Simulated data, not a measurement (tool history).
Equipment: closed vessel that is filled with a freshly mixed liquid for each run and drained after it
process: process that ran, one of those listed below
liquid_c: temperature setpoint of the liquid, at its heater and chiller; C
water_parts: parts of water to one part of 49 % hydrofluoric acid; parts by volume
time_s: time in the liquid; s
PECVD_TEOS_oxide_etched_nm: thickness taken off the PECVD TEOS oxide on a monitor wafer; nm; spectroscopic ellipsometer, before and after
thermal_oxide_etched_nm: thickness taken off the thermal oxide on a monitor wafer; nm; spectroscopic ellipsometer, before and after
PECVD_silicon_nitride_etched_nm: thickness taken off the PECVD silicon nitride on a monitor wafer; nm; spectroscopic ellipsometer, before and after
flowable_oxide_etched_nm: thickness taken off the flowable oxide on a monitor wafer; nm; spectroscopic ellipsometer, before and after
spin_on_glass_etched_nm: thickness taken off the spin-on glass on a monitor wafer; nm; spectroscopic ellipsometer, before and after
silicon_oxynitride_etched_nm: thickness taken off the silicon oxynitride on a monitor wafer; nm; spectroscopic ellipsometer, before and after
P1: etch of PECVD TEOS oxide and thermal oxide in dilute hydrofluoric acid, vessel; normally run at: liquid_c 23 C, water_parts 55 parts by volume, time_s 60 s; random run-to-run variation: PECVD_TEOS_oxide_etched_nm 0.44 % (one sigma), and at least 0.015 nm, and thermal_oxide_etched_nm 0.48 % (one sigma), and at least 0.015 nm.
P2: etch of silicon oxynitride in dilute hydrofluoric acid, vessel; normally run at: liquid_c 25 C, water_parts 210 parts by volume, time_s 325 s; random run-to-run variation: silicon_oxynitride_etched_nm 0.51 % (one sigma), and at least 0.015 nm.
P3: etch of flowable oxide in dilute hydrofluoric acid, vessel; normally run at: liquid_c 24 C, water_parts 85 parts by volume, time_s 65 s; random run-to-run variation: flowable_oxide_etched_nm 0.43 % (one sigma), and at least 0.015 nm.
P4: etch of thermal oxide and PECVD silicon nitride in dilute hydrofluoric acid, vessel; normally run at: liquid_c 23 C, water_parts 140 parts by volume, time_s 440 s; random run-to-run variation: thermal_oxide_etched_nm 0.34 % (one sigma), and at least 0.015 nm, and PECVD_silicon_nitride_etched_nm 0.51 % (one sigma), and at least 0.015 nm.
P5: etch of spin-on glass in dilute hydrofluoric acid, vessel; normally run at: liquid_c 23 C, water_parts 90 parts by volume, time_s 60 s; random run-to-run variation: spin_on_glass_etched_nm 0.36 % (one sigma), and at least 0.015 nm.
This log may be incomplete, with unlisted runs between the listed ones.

run   hour  process  liquid_c  water_parts  time_s  hours since the thermometer was replaced  hours since the hydrofluoric acid flow meter was replaced  PECVD_TEOS_oxide_etched_nm  thermal_oxide_etched_nm  PECVD_silicon_nitride_etched_nm  flowable_oxide_etched_nm  spin_on_glass_etched_nm  silicon_oxynitride_etched_nm
  1   13.3       P1        23           55      60                                      1048                                                      651.2                        26.5                   5.2377
  2   23.9       P1        17           55      60                                    1058.6                                                      661.8                      20.454                   4.0336
  3     41       P4        23          140     440                                    1075.7                                                      678.9                                               13.129                           5.5396
  4   55.9       P4        23          140     140                                    1090.6                                                      693.8                                               4.1406                           1.7923
  5   70.6       P1      30.5           55      60                                    1105.3                                                      708.5                      35.553                   7.1708
  6   82.6       P1        23           20      30                                    1117.3                                                      720.5                       37.82                     7.51
  7   95.5       P3        24           85      30                                    1130.2                                                      733.4                                                                                                          12.274
  8  111.1       P5        23           90      60                                    1145.8                                                        749                                                                                                                                   29.437
  9  123.7       P2        25          210     325                                    1158.4                                                      761.6                                                                                                                                                                  4.762
 10  137.2       P5        23           90     115                                    1171.9                                                      775.1                                                                                                                                   56.694
 11  149.5       P1        23           55      60                                    1184.2                                                      787.4                      26.065                    5.264
 12  167.8       P3        24           85      65                                    1202.5                                                      805.7                                                                                                          26.343
 13  182.2       P2        25           55     325                                    1216.9                                                      820.1                                                                                                                                                                 20.729
 14  198.3       P3        28           85      65                                      1233                                                      836.2                                                                                                          30.896
 15  216.1       P1        23           55      60                                    1250.8                                                        854                      26.477                   5.2753
 16  230.9       P2        17          210     325                                    1265.6                                                      868.8                                                                                                                                                                 3.3282
 17  241.2       P2        25          210     325                                    1275.9                                                      879.1                                                                                                                                                                 4.7648
 18  251.2       P5        23          165      60                                    1285.9                                                      889.1                                                                                                                                   14.829
 19  268.7       P1        23           55      60                                    1303.4                                                      906.6                      26.412                   5.2329
 20  279.4       P3        24          145      65                                    1314.1                                                      917.3                                                                                                          14.401
 21  296.3       P1        23           55      30                                      1331                                                      934.2                      13.154                   2.6689
 22  313.2       P1        23           20      60                                    1347.9                                                      951.1                      75.172                   15.101
 23  326.2       P1        23           85      60                                    1360.9                                                      964.1                      16.483                   3.2946
 24  340.9       P5        29           90      60                                    1375.6                                                      978.8                                                                                                                                    37.46
 25  357.8       P2        25          210     480                                    1392.5                                                      995.7                                                                                                                                                                  7.013
 26  368.8       P4        23           25     440                                    1403.5                                                     1006.7                                               85.055                           30.097
 27  384.5       P1        23           55      90                                    1419.2                                                     1022.4                      39.342                    7.785
 28  395.7       P1        23           55      60                                    1430.4                                                     1033.6                      26.497                   5.2316
 29  411.5       P4      26.5          140     440                                    1446.2                                                     1049.4                                               14.995                           7.0189
 30  423.7       P3        24           85      65                                    1458.4                                                     1061.6                                                                                                          26.295
 31  431.9       P1        23           55      60                                    1466.6                                                     1069.8                       26.21                   5.2007
 32  446.9       P1        23           55      60                                    1481.6                                                     1084.8                      27.674                   5.4649
 33  465.4       P1        23           55      60                                    1500.1                                                     1103.3                      28.388                   5.6855

Run 34, settings as shown, results not yet in. Your forecast:
 34   482       P1        23           55      60                                    1516.7                                                     1119.9                           ?                        ?

{"run 34": {"PECVD_TEOS_oxide_etched_nm": 28.61, "thermal_oxide_etched_nm": 5.6737}}

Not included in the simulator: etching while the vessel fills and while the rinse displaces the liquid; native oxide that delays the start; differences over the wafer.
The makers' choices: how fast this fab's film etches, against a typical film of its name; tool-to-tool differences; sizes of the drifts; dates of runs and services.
